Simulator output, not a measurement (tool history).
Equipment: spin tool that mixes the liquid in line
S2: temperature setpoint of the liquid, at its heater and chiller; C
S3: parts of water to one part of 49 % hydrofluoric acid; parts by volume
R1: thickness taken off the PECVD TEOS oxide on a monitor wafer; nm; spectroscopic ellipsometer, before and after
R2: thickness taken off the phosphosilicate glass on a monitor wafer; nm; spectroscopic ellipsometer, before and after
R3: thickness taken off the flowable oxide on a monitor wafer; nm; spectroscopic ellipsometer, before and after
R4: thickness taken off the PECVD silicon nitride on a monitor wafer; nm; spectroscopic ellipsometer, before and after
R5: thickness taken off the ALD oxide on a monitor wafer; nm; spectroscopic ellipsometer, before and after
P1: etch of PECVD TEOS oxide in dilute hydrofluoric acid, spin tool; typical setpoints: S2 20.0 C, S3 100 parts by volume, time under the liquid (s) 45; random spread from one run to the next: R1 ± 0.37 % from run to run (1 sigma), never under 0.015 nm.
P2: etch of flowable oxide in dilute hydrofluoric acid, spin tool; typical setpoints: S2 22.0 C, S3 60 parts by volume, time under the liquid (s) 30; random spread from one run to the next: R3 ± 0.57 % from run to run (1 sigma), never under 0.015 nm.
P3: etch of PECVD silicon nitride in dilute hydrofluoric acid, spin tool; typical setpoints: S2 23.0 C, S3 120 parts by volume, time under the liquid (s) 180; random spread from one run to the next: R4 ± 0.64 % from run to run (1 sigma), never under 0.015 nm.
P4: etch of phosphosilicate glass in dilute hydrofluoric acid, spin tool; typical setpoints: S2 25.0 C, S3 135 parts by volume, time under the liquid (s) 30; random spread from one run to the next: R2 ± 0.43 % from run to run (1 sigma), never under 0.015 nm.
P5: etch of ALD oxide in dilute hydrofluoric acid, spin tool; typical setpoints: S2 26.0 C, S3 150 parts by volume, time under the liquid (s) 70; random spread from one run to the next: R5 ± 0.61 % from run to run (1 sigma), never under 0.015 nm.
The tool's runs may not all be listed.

run 1 hour=9.2 | process_that_ran=P1 S2=20.0 S3=100 time_under_the_liquid_(s)=45 | R1=7.3295
run 2 hour=19.1 | process_that_ran=P4 S2=31.5 S3=135 time_under_the_liquid_(s)=30 | R2=40.578
run 3 hour=25.8 | process_that_ran=P1 S2=20.0 S3=100 time_under_the_liquid_(s)=20 | R1=3.2981
run 4 hour=37.1 | process_that_ran=P1 S2=17.0 S3=100 time_under_the_liquid_(s)=45 | R1=6.5464
run 5 hour=44.2 | process_that_ran=P1 S2=20.0 S3=140 time_under_the_liquid_(s)=45 | R1=5.0481
run 6 hour=53.7 | process_that_ran=P2 S2=22.0 S3=100 time_under_the_liquid_(s)=30 | R3=8.4988
run 7 hour=67.7 | process_that_ran=P2 S2=22.0 S3=60 time_under_the_liquid_(s)=30 | R3=14.7340
run 8 hour=75.3 | process_that_ran=P4 S2=25.0 S3=135 time_under_the_liquid_(s)=50 | R2=53.304
run 9 hour=83.3 | process_that_ran=P2 S2=22.0 S3=60 time_under_the_liquid_(s)=15 | R3=7.3489
run 10 hour=97.1 | process_that_ran=P3 S2=23.0 S3=120 time_under_the_liquid_(s)=180 | R4=4.0917
-- hour=98.2 thermometer replaced
run 11 hour=105.6 | process_that_ran=P1 S2=20.0 S3=100 time_under_the_liquid_(s)=45 | R1=7.4134
run 12 hour=118.9 | process_that_ran=P1 S2=20.0 S3=100 time_under_the_liquid_(s)=45 | R1=7.3580
run 13 hour=126.7 | process_that_ran=P5 S2=26.0 S3=150 time_under_the_liquid_(s)=70 | R5=4.7379
run 14 hour=141.9 | process_that_ran=P1 S2=20.0 S3=50 time_under_the_liquid_(s)=45 | R1=15.5790
run 15 hour=149.8 | process_that_ran=P5 S2=26.0 S3=205 time_under_the_liquid_(s)=70 | R5=3.2753
run 16 hour=160.0 | process_that_ran=P2 S2=27.5 S3=60 time_under_the_liquid_(s)=30 | R3=18.4510
run 17 hour=168.1 | process_that_ran=P4 S2=25.0 S3=135 time_under_the_liquid_(s)=30 | R2=32.098
run 18 hour=177.1 | process_that_ran=P5 S2=21.0 S3=150 time_under_the_liquid_(s)=70 | R5=3.9337
run 19 hour=187.5 | process_that_ran=P1 S2=20.0 S3=100 time_under_the_liquid_(s)=85 | R1=13.9270
run 20 hour=197.1 | process_that_ran=P1 S2=20.0 S3=100 time_under_the_liquid_(s)=45 | R1=7.4193
run 21 hour=208.6 | process_that_ran=P3 S2=19.0 S3=120 time_under_the_liquid_(s)=180 | R4=3.1186

Estimate the outcome of run 22 from the log above:
run 22 hour=219.8 | process_that_ran=P1 S2=26.5 S3=100 time_under_the_liquid_(s)=45 | R1=?

Run 22 gave R1 9.6049 nm.

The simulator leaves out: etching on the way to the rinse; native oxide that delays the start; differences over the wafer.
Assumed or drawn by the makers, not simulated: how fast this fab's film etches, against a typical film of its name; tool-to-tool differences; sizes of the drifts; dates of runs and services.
